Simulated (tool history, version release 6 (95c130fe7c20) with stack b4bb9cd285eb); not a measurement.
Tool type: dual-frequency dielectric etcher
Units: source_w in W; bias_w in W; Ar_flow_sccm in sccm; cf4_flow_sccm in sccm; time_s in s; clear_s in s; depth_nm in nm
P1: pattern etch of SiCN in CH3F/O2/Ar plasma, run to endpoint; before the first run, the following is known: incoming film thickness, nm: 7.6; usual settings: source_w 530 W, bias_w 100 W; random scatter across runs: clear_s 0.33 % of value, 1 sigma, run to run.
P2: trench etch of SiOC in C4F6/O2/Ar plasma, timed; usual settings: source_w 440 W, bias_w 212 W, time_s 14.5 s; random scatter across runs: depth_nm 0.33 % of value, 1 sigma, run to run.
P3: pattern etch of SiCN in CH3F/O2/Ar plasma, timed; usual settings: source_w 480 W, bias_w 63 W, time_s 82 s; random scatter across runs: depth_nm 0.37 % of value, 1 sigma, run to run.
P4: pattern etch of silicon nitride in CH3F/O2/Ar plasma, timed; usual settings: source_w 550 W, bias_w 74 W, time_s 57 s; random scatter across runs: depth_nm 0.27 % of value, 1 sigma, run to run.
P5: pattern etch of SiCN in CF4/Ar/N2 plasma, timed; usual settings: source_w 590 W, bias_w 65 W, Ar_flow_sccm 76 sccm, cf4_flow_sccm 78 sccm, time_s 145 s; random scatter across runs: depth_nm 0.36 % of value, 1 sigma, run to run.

run   hour  process  source_w  bias_w  Ar_flow_sccm  cf4_flow_sccm  time_s  hours since the last wet clean  hours since the last source power generator calibration  hours since the last bias power generator calibration  clear_s  depth_nm
  1    7.4       P1       530     100                                                                  230                                                   1137.8                                                 2056.9   15.849
  2   12.2       P5       590      65            99             78     145                           234.8                                                   1142.6                                                 2061.7             158.26
  3   20.8       P1       530     100                                                                243.4                                                   1151.2                                                 2070.3   15.911
  4   26.7       P5       590      83            76             78     145                           249.3                                                   1157.1                                                 2076.2             178.73
  5   31.4       P1       530     100                                                                  254                                                   1161.8                                                 2080.9   15.871
  6   36.4       P1       700     100                                                                  259                                                   1166.8                                                 2085.9   14.365
  7   42.5       P5       590      65            76             78     145                           265.1                                                   1172.9                                                   2092             165.41
  8   49.3       P2       530     212                                 14.5                           271.9                                                   1179.7                                                 2098.8             35.153
  9   53.4       P1       530     100                                                                  276                                                   1183.8                                                 2102.9   15.848
 10   60.8       P3       480      63                                   82                           283.4                                                   1191.2                                                 2110.3             30.908
 11   65.2       P1       530     100                                                                287.8                                                   1195.6                                                 2114.7   15.819
 12   73.7       P1       410     124                                                                296.3                                                   1204.1                                                 2123.2   16.063
 13     82       P3       580      63                                   82                           304.6                                                   1212.4                                                 2131.5             33.124
 14   89.3       P4       550      74                                   34                           311.9                                                   1219.7                                                 2138.8             26.817
 15   93.3       P5       780      65            76             78     145                           315.9                                                   1223.7                                                 2142.8             211.69
 16  101.2       P4       550     104                                   57                           323.8                                                   1231.6                                                 2150.7             50.648
 17  108.7       P2       440     212                                 14.5                           331.3                                                   1239.1                                                 2158.2             32.782
 18  116.1       P1       530      61                                                                338.7                                                   1246.5                                                 2165.6   18.736
 19  124.7       P3       480      38                                   82                           347.3                                                   1255.1                                                 2174.2              26.32
     125.9  -- wet clean of the chamber
 20  129.9       P5       590      65            76             78     145                               4                                                   1260.3                                                 2179.4             165.07
 21  137.4       P2       440     212                                   10                            11.5                                                   1267.8                                                 2186.9             22.554
 22  143.7       P2       440     212                                 14.5                            17.8                                                   1274.1                                                 2193.2             32.853
 23  147.7       P5       590      65            76             78   184.5                            21.8                                                   1278.1                                                 2197.2             208.17
 24  155.1       P1       530     134                                                                 29.2                                                   1285.5                                                 2204.6    14.13
 25  159.5       P1       530     100                                                                 33.6                                                   1289.9                                                   2209    15.89
 26  166.5       P1       320     100                                                                 40.6                                                   1296.9                                                   2216   19.059
 27    172       P3       480      63                                109.5                            46.1                                                   1302.4                                                 2221.5             41.527
 28  179.1       P4       550      74                                   57                            53.2                                                   1309.5                                                 2228.6             44.995
 29  186.9       P5       590      65            76             58     145                              61                                                   1317.3                                                 2236.4             157.34
 30  193.3       P2       440     269                                 14.5                            67.4                                                   1323.7                                                 2242.8             35.414
 31  201.9       P4       450      74                                   57                              76                                                   1332.3                                                 2251.4             41.655
 32  209.3       P1       530     100                                                                 83.4                                                   1339.7                                                 2258.8   15.852
 33  216.6       P1       530     100                                                                 90.7                                                     1347                                                 2266.1   15.979
 34  224.4       P1       530     100                                                                 98.5                                                   1354.8                                                 2273.9   16.048

Estimate the outcome of run 35 from the log above:
 35   233       P1       530     100                                                                107.1                                                   1363.4                                                 2282.5        ?

{"run 35": {"clear_s": 16.024}}
